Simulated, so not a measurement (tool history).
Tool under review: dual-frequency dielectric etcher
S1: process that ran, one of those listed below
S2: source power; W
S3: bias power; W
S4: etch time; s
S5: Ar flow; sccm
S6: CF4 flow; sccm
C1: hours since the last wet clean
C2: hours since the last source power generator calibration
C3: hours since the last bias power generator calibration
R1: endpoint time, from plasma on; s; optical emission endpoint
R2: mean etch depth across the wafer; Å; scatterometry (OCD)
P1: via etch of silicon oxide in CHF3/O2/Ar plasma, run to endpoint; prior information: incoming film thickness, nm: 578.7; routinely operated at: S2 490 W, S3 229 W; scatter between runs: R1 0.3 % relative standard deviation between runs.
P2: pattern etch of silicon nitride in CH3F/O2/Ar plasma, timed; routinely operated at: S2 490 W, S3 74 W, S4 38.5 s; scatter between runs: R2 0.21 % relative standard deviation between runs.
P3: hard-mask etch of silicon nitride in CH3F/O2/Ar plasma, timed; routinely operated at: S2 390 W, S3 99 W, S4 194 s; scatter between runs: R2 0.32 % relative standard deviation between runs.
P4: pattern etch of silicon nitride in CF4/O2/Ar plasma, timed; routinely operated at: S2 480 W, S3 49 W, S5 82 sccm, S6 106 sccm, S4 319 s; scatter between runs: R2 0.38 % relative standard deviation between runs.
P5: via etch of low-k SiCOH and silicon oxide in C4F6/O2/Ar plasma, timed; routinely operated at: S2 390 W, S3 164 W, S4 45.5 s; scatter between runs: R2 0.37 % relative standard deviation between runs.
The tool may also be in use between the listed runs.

{"run": 1, "day": 0.162, "S1": "P1", "S2": 490, "S3": 229, "C1": 306.9, "C2": 1032.7, "C3": 235.9, "R1": 297.88}
{"run": 2, "day": 0.367, "S1": "P3", "S2": 390, "S3": 99, "S4": 194, "C1": 311.8, "C2": 1037.6, "C3": 240.8, "R2": 1504.7}
{"run": 3, "day": 0.558, "S1": "P2", "S2": 490, "S3": 74, "S4": 38.5, "C1": 316.4, "C2": 1042.2, "C3": 245.4, "R2": 288.01}
{"run": 4, "day": 0.771, "S1": "P1", "S2": 490, "S3": 229, "C1": 321.5, "C2": 1047.3, "C3": 250.5, "R1": 298.83}
{"run": 5, "day": 0.962, "S1": "P5", "S2": 460, "S3": 164, "S4": 45.5, "C1": 326.1, "C2": 1051.9, "C3": 255.1, "R2": 1173.7}
{"run": 6, "day": 1.092, "S1": "P5", "S2": 390, "S3": 164, "S4": 28.5, "C1": 329.2, "C2": 1055, "C3": 258.2, "R2": 690.05}
{"run": 7, "day": 1.246, "S1": "P1", "S2": 490, "S3": 156, "C1": 332.9, "C2": 1058.7, "C3": 261.9, "R1": 341.38}
{"run": 8, "day": 1.475, "S1": "P4", "S2": 670, "S3": 49, "S4": 319, "S5": 82, "S6": 106, "C1": 338.4, "C2": 1064.2, "C3": 267.4, "R2": 8058.1}
{"run": 9, "day": 1.633, "S1": "P1", "S2": 490, "S3": 229, "C1": 342.2, "C2": 1068, "C3": 271.2, "R1": 297.23}
{"run": 10, "day": 1.908, "S1": "P1", "S2": 490, "S3": 229, "C1": 348.8, "C2": 1074.6, "C3": 277.8, "R1": 297.1}
{"run": 11, "day": 2.1, "S1": "P1", "S2": 490, "S3": 292, "C1": 353.4, "C2": 1079.2, "C3": 282.4, "R1": 272.96}
{"run": 12, "day": 2.254, "S1": "P5", "S2": 390, "S3": 164, "S4": 45.5, "C1": 357.1, "C2": 1082.9, "C3": 286.1, "R2": 1107.9}
{"run": 13, "day": 2.462, "S1": "P1", "S2": 490, "S3": 229, "C1": 362.1, "C2": 1087.9, "C3": 291.1, "R1": 297.61}
{"run": 14, "day": 2.625, "S1": "P3", "S2": 390, "S3": 131, "S4": 194, "C1": 366, "C2": 1091.8, "C3": 295, "R2": 1670.8}
{"run": 15, "day": 2.788, "S1": "P3", "S2": 390, "S3": 99, "S4": 291.5, "C1": 369.9, "C2": 1095.7, "C3": 298.9, "R2": 2253.8}
{"run": 16, "day": 3.008, "S1": "P3", "S2": 550, "S3": 99, "S4": 194, "C1": 375.2, "C2": 1101, "C3": 304.2, "R2": 1714.9}
{"run": 17, "day": 3.171, "S1": "P4", "S2": 480, "S3": 49, "S4": 319, "S5": 82, "S6": 142, "C1": 379.1, "C2": 1104.9, "C3": 308.1, "R2": 6192.3}
{"run": 18, "day": 3.454, "S1": "P4", "S2": 480, "S3": 49, "S4": 319, "S5": 59, "S6": 106, "C1": 385.9, "C2": 1111.7, "C3": 314.9, "R2": 6244.7}
{"run": 19, "day": 3.604, "S1": "P2", "S2": 490, "S3": 99, "S4": 38.5, "C1": 389.5, "C2": 1115.3, "C3": 318.5, "R2": 317.14}
{"run": 20, "day": 3.842, "S1": "P1", "S2": 590, "S3": 229, "C1": 395.2, "C2": 1121, "C3": 324.2, "R1": 277.57}
{"run": 21, "day": 4.054, "S1": "P3", "S2": 390, "S3": 99, "S4": 194, "C1": 400.3, "C2": 1126.1, "C3": 329.3, "R2": 1511.8}
{"day": 4.15, "done": "wet clean of the chamber"}
{"run": 22, "day": 4.312, "S1": "P1", "S2": 490, "S3": 229, "C1": 3.9, "C2": 1132.3, "C3": 335.5, "R1": 298.86}
{"run": 23, "day": 4.496, "S1": "P1", "S2": 680, "S3": 174, "C1": 8.3, "C2": 1136.7, "C3": 339.9, "R1": 290.24}
{"run": 24, "day": 4.696, "S1": "P1", "S2": 350, "S3": 229, "C1": 13.1, "C2": 1141.5, "C3": 344.7, "R1": 338.04}
{"day": 4.829, "done": "source power generator calibrated"}
{"run": 25, "day": 4.879, "S1": "P5", "S2": 390, "S3": 217, "S4": 45.5, "C1": 17.5, "C2": 1.2, "C3": 349.1, "R2": 1206.7}
{"run": 26, "day": 5.15, "S1": "P1", "S2": 630, "S3": 308, "C1": 24, "C2": 7.7, "C3": 355.6, "R1": 243.93}
{"run": 27, "day": 5.325, "S1": "P1", "S2": 490, "S3": 229, "C1": 28.2, "C2": 11.9, "C3": 359.8, "R1": 298.52}
{"run": 28, "day": 5.588, "S1": "P4", "S2": 480, "S3": 49, "S4": 319, "S5": 82, "S6": 106, "C1": 34.5, "C2": 18.2, "C3": 366.1, "R2": 5972.2}
{"run": 29, "day": 5.754, "S1": "P1", "S2": 360, "S3": 302, "C1": 38.5, "C2": 22.2, "C3": 370.1, "R1": 301.36}
{"run": 30, "day": 5.917, "S1": "P2", "S2": 600, "S3": 74, "S4": 38.5, "C1": 42.4, "C2": 26.1, "C3": 374, "R2": 310.71}
{"run": 31, "day": 6.108, "S1": "P4", "S2": 480, "S3": 49, "S4": 398.5, "S5": 82, "S6": 106, "C1": 47, "C2": 30.7, "C3": 378.6, "R2": 7493.8}
{"run": 32, "day": 6.283, "S1": "P2", "S2": 490, "S3": 74, "S4": 38.5, "C1": 51.2, "C2": 34.9, "C3": 382.8, "R2": 286.96}
{"run": 33, "day": 6.55, "S1": "P5", "S2": 390, "S3": 164, "S4": 45.5, "C1": 57.6, "C2": 41.3, "C3": 389.2, "R2": 1101.8}
{"run": 34, "day": 6.825, "S1": "P2", "S2": 490, "S3": 74, "S4": 21, "C1": 64.2, "C2": 47.9, "C3": 395.8, "R2": 156.37}
{"run": 35, "day": 7.096, "S1": "P4", "S2": 480, "S3": 60, "S4": 319, "S5": 82, "S6": 106, "C1": 70.7, "C2": 54.4, "C3": 402.3, "R2": 6465.7}
{"run": 36, "day": 7.329, "S1": "P1", "S2": 490, "S3": 229, "C1": 76.3, "C2": 60, "C3": 407.9, "R1": 297.14}
{"run": 37, "day": 7.567, "S1": "P1", "S2": 490, "S3": 229, "C1": 82, "C2": 65.7, "C3": 413.6, "R1": 295.04}
{"run": 38, "day": 7.692, "S1": "P1", "S2": 490, "S3": 229, "C1": 85, "C2": 68.7, "C3": 416.6, "R1": 296.77}
{"run": 39, "day": 7.9, "S1": "P1", "S2": 490, "S3": 229, "C1": 90, "C2": 73.7, "C3": 421.6, "R1": 292.98}
{"day": 8.062, "done": "wet clean of the chamber"}
{"run": 40, "day": 8.133, "S1": "P1", "S2": 490, "S3": 229, "C1": 1.7, "C2": 79.3, "C3": 427.2, "R1": 294.57}
{"run": 41, "day": 8.367, "S1": "P1", "S2": 490, "S3": 229, "C1": 7.3, "C2": 84.9, "C3": 432.8, "R1": 293.59}
{"run": 42, "day": 8.592, "S1": "P1", "S2": 490, "S3": 229, "C1": 12.7, "C2": 90.3, "C3": 438.2, "R1": 292.28}

What P1 gives has crept away from where it was. These 2 causes fit the log equally well, each at the size given:
A: source power that arrives over what is set, % = 4.14
B: bias power that arrives over what is set, % = 4.36
At approximately day 7.329, the process output began to creep.
Ruled out, with reasons:
chamber walls in a state that raises the etch rate, %: serviced after onset, at day 8.062, with no recovery of the prior output

The list below offers 4 check runs, each averaging the results of 2 wafers, and shows each result as a question mark. For which of them would the listed causes give clearly different results?
{"run": "check 1", "day": 8.817, "S1": "P4", "S2": 640, "S3": 49, "S4": 319, "S5": 82, "S6": 132, "R2": "?"}
{"run": "check 2", "day": 8.817, "S1": "P5", "S2": 390, "S3": 207, "S4": 32, "R2": "?"}
{"run": "check 3", "day": 8.817, "S1": "P3", "S2": 520, "S3": 99, "S4": 194, "R2": "?"}
{"run": "check 4", "day": 8.817, "S1": "P2", "S2": 490, "S3": 74, "S4": 21, "R2": "?"}

What every check run would give for each of its results, assuming each possible cause in turn:
check=check_1 result=R2 if_A=8170.6 if_B=8001.7
check=check_2 result=R2 if_A=847.07 if_B=845.63
check=check_3 result=R2 if_A=1698.4 if_B=1698.8
check=check_4 result=R2 if_A=159.12 if_B=158.97
Gap, in per cent, between the two causes that each check separates least, read from the result that separates them most: check 1 2.09 %; check 2 0.17 %; check 3 0.03 %; check 4 0.09 %
Check 1 tells the causes apart: in the others they would give nearly the same result.

Check 1 was carried out, with these results: R2 8142.3 Å. Which of the listed causes is responsible?

A is the cause: source power that arrives over what is set, %.
